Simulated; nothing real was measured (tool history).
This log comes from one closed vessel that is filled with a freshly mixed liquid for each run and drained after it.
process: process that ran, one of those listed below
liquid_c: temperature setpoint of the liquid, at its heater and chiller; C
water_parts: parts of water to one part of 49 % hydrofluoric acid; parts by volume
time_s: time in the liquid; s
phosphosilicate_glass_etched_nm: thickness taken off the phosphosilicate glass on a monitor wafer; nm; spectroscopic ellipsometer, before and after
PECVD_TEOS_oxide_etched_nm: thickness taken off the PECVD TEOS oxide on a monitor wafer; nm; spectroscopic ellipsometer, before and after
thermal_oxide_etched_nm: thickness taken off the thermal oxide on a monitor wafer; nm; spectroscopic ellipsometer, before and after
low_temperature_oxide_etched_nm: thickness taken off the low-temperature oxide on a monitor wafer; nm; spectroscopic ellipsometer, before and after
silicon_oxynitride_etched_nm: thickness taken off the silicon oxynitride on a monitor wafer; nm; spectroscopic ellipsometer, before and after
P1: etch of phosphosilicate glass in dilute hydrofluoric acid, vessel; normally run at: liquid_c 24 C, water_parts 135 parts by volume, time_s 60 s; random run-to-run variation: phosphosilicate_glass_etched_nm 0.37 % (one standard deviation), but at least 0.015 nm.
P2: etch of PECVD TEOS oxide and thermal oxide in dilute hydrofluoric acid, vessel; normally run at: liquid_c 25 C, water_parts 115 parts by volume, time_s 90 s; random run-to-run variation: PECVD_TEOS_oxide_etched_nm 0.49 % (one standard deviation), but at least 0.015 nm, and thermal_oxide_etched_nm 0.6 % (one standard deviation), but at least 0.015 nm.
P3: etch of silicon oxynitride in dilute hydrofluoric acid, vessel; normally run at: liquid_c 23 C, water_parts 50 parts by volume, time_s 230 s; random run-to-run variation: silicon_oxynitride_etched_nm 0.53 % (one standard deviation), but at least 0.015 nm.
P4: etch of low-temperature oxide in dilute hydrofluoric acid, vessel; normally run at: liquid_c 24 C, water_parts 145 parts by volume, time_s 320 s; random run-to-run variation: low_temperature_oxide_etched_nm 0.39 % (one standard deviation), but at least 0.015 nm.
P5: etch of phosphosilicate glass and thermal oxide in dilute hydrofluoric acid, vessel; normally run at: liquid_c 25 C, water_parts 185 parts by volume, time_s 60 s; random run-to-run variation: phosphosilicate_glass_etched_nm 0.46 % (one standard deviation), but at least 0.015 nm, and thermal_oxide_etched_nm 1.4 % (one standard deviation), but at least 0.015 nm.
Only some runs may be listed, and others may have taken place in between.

run,hour,process,liquid_c,water_parts,time_s,phosphosilicate_glass_etched_nm,PECVD_TEOS_oxide_etched_nm,thermal_oxide_etched_nm,low_temperature_oxide_etched_nm,silicon_oxynitride_etched_nm
1,6.1,P1,24,135,60,36.677,,,,
2,11.5,P2,25,115,90,,13.371,3.848,,
3,16.8,P2,18,115,90,,10.115,2.9325,,
4,22.5,P4,24,145,140,,,,16.735,
5,27.8,P1,20.5,135,60,32.113,,,,
6,35,P1,24,135,60,36.817,,,,
7,45.1,P1,24,135,60,37.081,,,,
8,51.9,P2,25,60,90,,27.599,7.9745,,
9,60.8,P5,25,40,60,292.42,,8.0133,,
10,71.1,P5,25,185,30,26.37,,0.71868,,
11,80.2,P3,23,80,230,,,,,4.1299
12,87.7,P1,24,135,100,61.589,,,,
13,93.6,P5,25,185,60,52.695,,1.3593,,
14,101.9,P1,27.5,135,60,42.192,,,,
15,112.3,P1,19.5,135,95,48.973,,,,
16,119.3,P1,24,135,60,37.014,,,,
17,130.5,P3,23,50,100,,,,,2.9939
18,141.3,P1,24,135,60,36.884,,,,
19,149.2,P1,24,135,30,18.441,,,,
20,158.3,P4,24,145,320,,,,38.212,
21,165.1,P4,24,90,320,,,,65.356,
22,174.2,P4,19.5,145,320,,,,32.018,
23,180.6,P2,25,115,40,,6.0058,1.7584,,
24,186.4,P3,18.5,50,230,,,,,5.4629
25,196.2,P2,25,115,90,,13.48,3.8435,,
26,204.5,P1,24,220,60,20.728,,,,
27,215.6,P1,24,25,60,228.78,,,,
28,223.4,P5,32,185,60,67.53,,1.8072,,
29,233,P3,23,50,230,,,,,6.804
30,242,P1,24,135,60,36.873,,,,
31,252.4,P1,24,135,60,37.861,,,,
32,263.2,P1,24,135,60,38.87,,,,
33,268.2,P1,24,135,60,39.176,,,,
34,274.6,P1,24,135,60,39.377,,,,
35,280.6,P1,24,135,60,39.382,,,,
36,287.7,P1,24,135,60,39.838,,,,
37,298.5,P1,24,135,60,39.694,,,,
38,304.1,P1,24,135,60,39.988,,,,
39,309.8,P1,24,135,60,40.054,,,,
40,318.1,P1,24,135,60,40.162,,,,

Run 41 has not been measured yet. What should we expect?
41,329.1,P1,24,135,60,?,,,,

phosphosilicate_glass_etched_nm: 40.07 nm
